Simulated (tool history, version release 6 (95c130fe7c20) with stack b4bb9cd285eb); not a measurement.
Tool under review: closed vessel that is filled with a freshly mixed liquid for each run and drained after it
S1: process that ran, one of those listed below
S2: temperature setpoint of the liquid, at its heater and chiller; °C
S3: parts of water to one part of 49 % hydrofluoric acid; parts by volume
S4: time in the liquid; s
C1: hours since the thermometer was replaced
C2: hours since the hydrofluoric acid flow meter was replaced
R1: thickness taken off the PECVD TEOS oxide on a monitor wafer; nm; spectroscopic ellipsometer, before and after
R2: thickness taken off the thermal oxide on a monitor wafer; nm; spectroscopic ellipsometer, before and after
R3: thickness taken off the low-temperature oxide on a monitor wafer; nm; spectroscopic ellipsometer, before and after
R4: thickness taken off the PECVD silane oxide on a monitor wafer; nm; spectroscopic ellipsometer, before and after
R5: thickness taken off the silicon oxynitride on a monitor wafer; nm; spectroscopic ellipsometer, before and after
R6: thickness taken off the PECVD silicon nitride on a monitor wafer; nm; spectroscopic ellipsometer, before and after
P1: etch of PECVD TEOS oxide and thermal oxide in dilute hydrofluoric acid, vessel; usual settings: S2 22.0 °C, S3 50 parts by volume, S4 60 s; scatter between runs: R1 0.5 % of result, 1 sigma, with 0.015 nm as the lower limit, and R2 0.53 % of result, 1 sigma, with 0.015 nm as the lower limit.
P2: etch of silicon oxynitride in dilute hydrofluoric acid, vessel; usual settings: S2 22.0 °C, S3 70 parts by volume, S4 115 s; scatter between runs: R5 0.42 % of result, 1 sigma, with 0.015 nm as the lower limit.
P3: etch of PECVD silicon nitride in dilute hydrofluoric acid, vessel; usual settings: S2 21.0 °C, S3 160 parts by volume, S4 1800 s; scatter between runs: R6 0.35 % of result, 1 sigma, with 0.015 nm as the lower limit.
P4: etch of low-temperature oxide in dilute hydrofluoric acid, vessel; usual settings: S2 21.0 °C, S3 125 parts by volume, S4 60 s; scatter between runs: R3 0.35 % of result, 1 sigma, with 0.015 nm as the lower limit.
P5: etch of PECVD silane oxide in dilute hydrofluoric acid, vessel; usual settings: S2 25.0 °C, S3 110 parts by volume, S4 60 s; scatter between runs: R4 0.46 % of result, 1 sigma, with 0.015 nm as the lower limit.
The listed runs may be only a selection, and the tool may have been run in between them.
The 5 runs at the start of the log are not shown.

At hour 48.2: thermometer replaced.
Run 6, hour 55.8: S1 P3, S2 21.0 °C, S3 160 parts by volume, S4 3470 s; C1 7.6; C2 1105.0. Result: R6 65.918 nm.
Run 7, hour 63.2: S1 P5, S2 25.0 °C, S3 110 parts by volume, S4 120 s; C1 15.0; C2 1112.4. Result: R4 55.590 nm.
Run 8, hour 77.4: S1 P2, S2 17.0 °C, S3 70 parts by volume, S4 115 s; C1 29.2; C2 1126.6. Result: R5 5.6181 nm.
Run 9, hour 92.0: S1 P5, S2 25.0 °C, S3 110 parts by volume, S4 60 s; C1 43.8; C2 1141.2. Result: R4 27.755 nm.
Run 10, hour 98.7: S1 P3, S2 17.0 °C, S3 160 parts by volume, S4 1800 s; C1 50.5; C2 1147.9. Result: R6 26.223 nm.
Run 11, hour 105.8: S1 P1, S2 22.0 °C, S3 50 parts by volume, S4 30 s; C1 57.6; C2 1155.0. Result: R1 12.487 nm, R2 2.8352 nm.
Run 12, hour 119.5: S1 P2, S2 22.0 °C, S3 115 parts by volume, S4 115 s; C1 71.3; C2 1168.7. Result: R5 4.1955 nm.
Run 13, hour 130.7: S1 P1, S2 22.0 °C, S3 30 parts by volume, S4 60 s; C1 82.5; C2 1179.9. Result: R1 42.443 nm, R2 9.7011 nm.
Run 14, hour 139.0: S1 P1, S2 17.0 °C, S3 50 parts by volume, S4 60 s; C1 90.8; C2 1188.2. Result: R1 20.046 nm, R2 4.5838 nm.
Run 15, hour 151.5: S1 P3, S2 21.0 °C, S3 270 parts by volume, S4 1800 s; C1 103.3; C2 1200.7. Result: R6 20.365 nm.
Run 16, hour 164.2: S1 P5, S2 29.5 °C, S3 110 parts by volume, S4 60 s; C1 116.0; C2 1213.4. Result: R4 32.988 nm.
Run 17, hour 172.4: S1 P1, S2 22.0 °C, S3 50 parts by volume, S4 115 s; C1 124.2; C2 1221.6. Result: R1 47.772 nm, R2 10.9720 nm.
Run 18, hour 180.9: S1 P5, S2 25.0 °C, S3 30 parts by volume, S4 60 s; C1 132.7; C2 1230.1. Result: R4 113.360 nm.
Run 19, hour 195.0: S1 P2, S2 22.0 °C, S3 70 parts by volume, S4 115 s; C1 146.8; C2 1244.2. Result: R5 7.2016 nm.
Run 20, hour 201.9: S1 P4, S2 21.0 °C, S3 25 parts by volume, S4 60 s; C1 153.7; C2 1251.1. Result: R3 33.2750 nm.
At hour 208.8: hydrofluoric acid flow meter replaced.
Run 21, hour 216.1: S1 P4, S2 21.0 °C, S3 125 parts by volume, S4 60 s; C1 167.9; C2 7.3. Result: R3 5.8788 nm.
Run 22, hour 226.3: S1 P1, S2 22.0 °C, S3 50 parts by volume, S4 60 s; C1 178.1; C2 17.5. Result: R1 25.015 nm, R2 5.6600 nm.

Run 23, settings as shown, results not yet in. Your forecast:
Run 23, hour 236.6: S1 P1, S2 22.0 °C, S3 50 parts by volume, S4 60 s; C1 188.4; C2 27.8. Result: R1 ?, R2 ?.

Run 23 yielded R1 24.791 nm, R2 5.6690 nm.
